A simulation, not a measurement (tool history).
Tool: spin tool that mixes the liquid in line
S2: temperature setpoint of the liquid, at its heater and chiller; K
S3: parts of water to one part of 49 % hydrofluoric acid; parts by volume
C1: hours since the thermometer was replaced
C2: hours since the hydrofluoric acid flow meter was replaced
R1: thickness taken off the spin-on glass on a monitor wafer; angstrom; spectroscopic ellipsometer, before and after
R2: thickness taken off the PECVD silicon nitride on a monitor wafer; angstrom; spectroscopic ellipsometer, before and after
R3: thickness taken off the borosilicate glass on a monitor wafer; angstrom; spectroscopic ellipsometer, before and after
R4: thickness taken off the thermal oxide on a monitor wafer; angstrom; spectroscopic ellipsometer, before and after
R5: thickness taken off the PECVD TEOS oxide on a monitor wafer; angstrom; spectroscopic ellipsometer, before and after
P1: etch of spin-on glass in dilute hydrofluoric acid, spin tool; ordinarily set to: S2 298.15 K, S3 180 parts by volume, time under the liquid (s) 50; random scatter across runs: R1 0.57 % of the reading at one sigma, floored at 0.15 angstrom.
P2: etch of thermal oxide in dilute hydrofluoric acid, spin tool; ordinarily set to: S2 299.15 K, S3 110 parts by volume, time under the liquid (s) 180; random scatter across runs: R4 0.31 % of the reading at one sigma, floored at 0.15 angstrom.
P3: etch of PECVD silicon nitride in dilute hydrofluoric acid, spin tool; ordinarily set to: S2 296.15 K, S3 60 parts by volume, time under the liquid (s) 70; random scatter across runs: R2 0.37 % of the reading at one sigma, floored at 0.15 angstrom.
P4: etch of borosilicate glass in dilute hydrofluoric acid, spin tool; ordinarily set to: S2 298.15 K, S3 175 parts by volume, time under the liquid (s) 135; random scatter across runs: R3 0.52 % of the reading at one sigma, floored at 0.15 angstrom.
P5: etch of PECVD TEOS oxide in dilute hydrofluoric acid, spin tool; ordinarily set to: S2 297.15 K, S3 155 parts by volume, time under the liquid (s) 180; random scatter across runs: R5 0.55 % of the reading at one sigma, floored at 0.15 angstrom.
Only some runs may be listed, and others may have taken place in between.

run 1 hour=3.8 | process_that_ran=P1 S2=298.15 S3=180 time_under_the_liquid_(s)=50 | C1=1541.1 C2=947.5 | R1=132.430
run 2 hour=7.6 | process_that_ran=P3 S2=296.15 S3=60 time_under_the_liquid_(s)=70 | C1=1544.9 C2=951.3 | R2=57.831
run 3 hour=10.6 | process_that_ran=P1 S2=298.15 S3=180 time_under_the_liquid_(s)=20 | C1=1547.9 C2=954.3 | R1=52.257
run 4 hour=14.0 | process_that_ran=P1 S2=298.15 S3=180 time_under_the_liquid_(s)=95 | C1=1551.3 C2=957.7 | R1=248.930
run 5 hour=18.4 | process_that_ran=P4 S2=298.15 S3=80 time_under_the_liquid_(s)=135 | C1=1555.7 C2=962.1 | R3=434.39
run 6 hour=22.0 | process_that_ran=P2 S2=299.15 S3=190 time_under_the_liquid_(s)=180 | C1=1559.3 C2=965.7 | R4=43.3840
run 7 hour=24.0 | process_that_ran=P5 S2=297.15 S3=155 time_under_the_liquid_(s)=335 | C1=1561.3 C2=967.7 | R5=172.110
run 8 hour=26.2 | process_that_ran=P1 S2=298.15 S3=180 time_under_the_liquid_(s)=50 | C1=1563.5 C2=969.9 | R1=131.510
run 9 hour=29.7 | process_that_ran=P2 S2=304.15 S3=110 time_under_the_liquid_(s)=180 | C1=1567.0 C2=973.4 | R4=99.1690
run 10 hour=32.5 | process_that_ran=P3 S2=302.15 S3=60 time_under_the_liquid_(s)=70 | C1=1569.8 C2=976.2 | R2=84.596
run 11 hour=35.2 | process_that_ran=P1 S2=293.65 S3=180 time_under_the_liquid_(s)=50 | C1=1572.5 C2=978.9 | R1=110.770
run 12 hour=38.1 | process_that_ran=P1 S2=298.15 S3=285 time_under_the_liquid_(s)=50 | C1=1575.4 C2=981.8 | R1=74.613
run 13 hour=40.5 | process_that_ran=P1 S2=290.65 S3=105 time_under_the_liquid_(s)=50 | C1=1577.8 C2=984.2 | R1=180.030
run 14 hour=43.4 | process_that_ran=P1 S2=298.15 S3=180 time_under_the_liquid_(s)=50 | C1=1580.7 C2=987.1 | R1=130.790
run 15 hour=47.0 | process_that_ran=P2 S2=299.15 S3=110 time_under_the_liquid_(s)=180 | C1=1584.3 C2=990.7 | R4=82.0100
run 16 hour=50.8 | process_that_ran=P1 S2=293.15 S3=100 time_under_the_liquid_(s)=50 | C1=1588.1 C2=994.5 | R1=213.770
run 17 hour=54.8 | process_that_ran=P1 S2=298.15 S3=55 time_under_the_liquid_(s)=50 | C1=1592.1 C2=998.5 | R1=495.360
run 18 hour=58.0 | process_that_ran=P2 S2=299.15 S3=110 time_under_the_liquid_(s)=15 | C1=1595.3 C2=1001.7 | R4=6.6265
run 19 hour=62.0 | process_that_ran=P5 S2=297.15 S3=155 time_under_the_liquid_(s)=180 | C1=1599.3 C2=1005.7 | R5=90.896
run 20 hour=65.8 | process_that_ran=P2 S2=299.15 S3=110 time_under_the_liquid_(s)=180 | C1=1603.1 C2=1009.5 | R4=82.7280
run 21 hour=70.1 | process_that_ran=P4 S2=298.15 S3=175 time_under_the_liquid_(s)=240 | C1=1607.4 C2=1013.8 | R3=315.70
run 22 hour=73.1 | process_that_ran=P1 S2=298.15 S3=265 time_under_the_liquid_(s)=95 | C1=1610.4 C2=1016.8 | R1=152.570
run 23 hour=77.2 | process_that_ran=P5 S2=297.15 S3=155 time_under_the_liquid_(s)=180 | C1=1614.5 C2=1020.9 | R5=90.666
run 24 hour=80.6 | process_that_ran=P4 S2=294.65 S3=175 time_under_the_liquid_(s)=135 | C1=1617.9 C2=1024.3 | R3=155.05
-- hour=82.2 thermometer replaced
run 25 hour=83.8 | process_that_ran=P4 S2=298.15 S3=175 time_under_the_liquid_(s)=135 | C1=1.7 C2=1027.5 | R3=177.46
run 26 hour=88.2 | process_that_ran=P5 S2=291.15 S3=155 time_under_the_liquid_(s)=180 | C1=6.1 C2=1031.9 | R5=73.307
run 27 hour=90.7 | process_that_ran=P1 S2=306.15 S3=180 time_under_the_liquid_(s)=50 | C1=8.6 C2=1034.4 | R1=173.900
run 28 hour=93.7 | process_that_ran=P5 S2=297.15 S3=215 time_under_the_liquid_(s)=180 | C1=11.6 C2=1037.4 | R5=62.655
run 29 hour=95.7 | process_that_ran=P3 S2=296.15 S3=60 time_under_the_liquid_(s)=105 | C1=13.6 C2=1039.4 | R2=85.929
run 30 hour=97.8 | process_that_ran=P1 S2=298.15 S3=180 time_under_the_liquid_(s)=50 | C1=15.7 C2=1041.5 | R1=130.110
run 31 hour=102.1 | process_that_ran=P1 S2=298.15 S3=180 time_under_the_liquid_(s)=50 | C1=20.0 C2=1045.8 | R1=130.490
run 32 hour=105.9 | process_that_ran=P3 S2=296.15 S3=85 time_under_the_liquid_(s)=70 | C1=23.8 C2=1049.6 | R2=40.349
run 33 hour=110.0 | process_that_ran=P1 S2=298.15 S3=180 time_under_the_liquid_(s)=50 | C1=27.9 C2=1053.7 | R1=130.940
run 34 hour=113.4 | process_that_ran=P1 S2=298.15 S3=180 time_under_the_liquid_(s)=50 | C1=31.3 C2=1057.1 | R1=126.570
run 35 hour=117.2 | process_that_ran=P1 S2=298.15 S3=180 time_under_the_liquid_(s)=50 | C1=35.1 C2=1060.9 | R1=125.500
run 36 hour=119.7 | process_that_ran=P1 S2=298.15 S3=180 time_under_the_liquid_(s)=50 | C1=37.6 C2=1063.4 | R1=124.680
run 37 hour=123.9 | process_that_ran=P1 S2=298.15 S3=180 time_under_the_liquid_(s)=50 | C1=41.8 C2=1067.6 | R1=123.090
run 38 hour=128.4 | process_that_ran=P1 S2=298.15 S3=180 time_under_the_liquid_(s)=50 | C1=46.3 C2=1072.1 | R1=123.430
run 39 hour=131.1 | process_that_ran=P1 S2=298.15 S3=180 time_under_the_liquid_(s)=50 | C1=49.0 C2=1074.8 | R1=122.240
run 40 hour=135.2 | process_that_ran=P1 S2=298.15 S3=180 time_under_the_liquid_(s)=50 | C1=53.1 C2=1078.9 | R1=122.750
run 41 hour=138.2 | process_that_ran=P1 S2=298.15 S3=180 time_under_the_liquid_(s)=50 | C1=56.1 C2=1081.9 | R1=122.150
run 42 hour=141.8 | process_that_ran=P1 S2=298.15 S3=180 time_under_the_liquid_(s)=50 | C1=59.7 C2=1085.5 | R1=122.720

P1 no longer gives what it gave before; its output has crept away from where it was. The following 2 causes, each at its listed size, fit the log equally well:
A: hydrofluoric acid flow below the setpoint (%) = 5.65
B: liquid colder than its thermometer reads (K) = 1.88
Onset of the creep was near hour 110.0.

Listed below are the offered check runs, one wafer per run, with question marks in place of results. For which of them would the causes give clearly different outcomes?
run check 1 hour=145.4 | process_that_ran=P5 S2=297.15 S3=155 time_under_the_liquid_(s)=180 | R5=?
run check 2 hour=145.4 | process_that_ran=P4 S2=298.15 S3=175 time_under_the_liquid_(s)=135 | R3=?
run check 3 hour=145.4 | process_that_ran=P2 S2=299.15 S3=110 time_under_the_liquid_(s)=180 | R4=?
run check 4 hour=145.4 | process_that_ran=P3 S2=296.15 S3=60 time_under_the_liquid_(s)=70 | R2=?

Expected result of each check under each candidate cause:
check=check_1 result=R5 if_A=85.723 if_B=85.407
check=check_2 result=R3 if_A=165.18 if_B=165.08
check=check_3 result=R4 if_A=77.0560 if_B=76.5400
check=check_4 result=R2 if_A=54.124 if_B=50.410
Gap, in per cent, between the two causes that each check separates least, read from the result that separates them most: check 1 0.37 %; check 2 0.06 %; check 3 0.67 %; check 4 7.11 %
Only check 4 tells the causes apart: in the others they would give nearly the same result.

Check 4 was carried out, with these results: R2 54.026 angstrom. Which of the listed causes is responsible?

The cause is A: hydrofluoric acid flow below the setpoint (%).
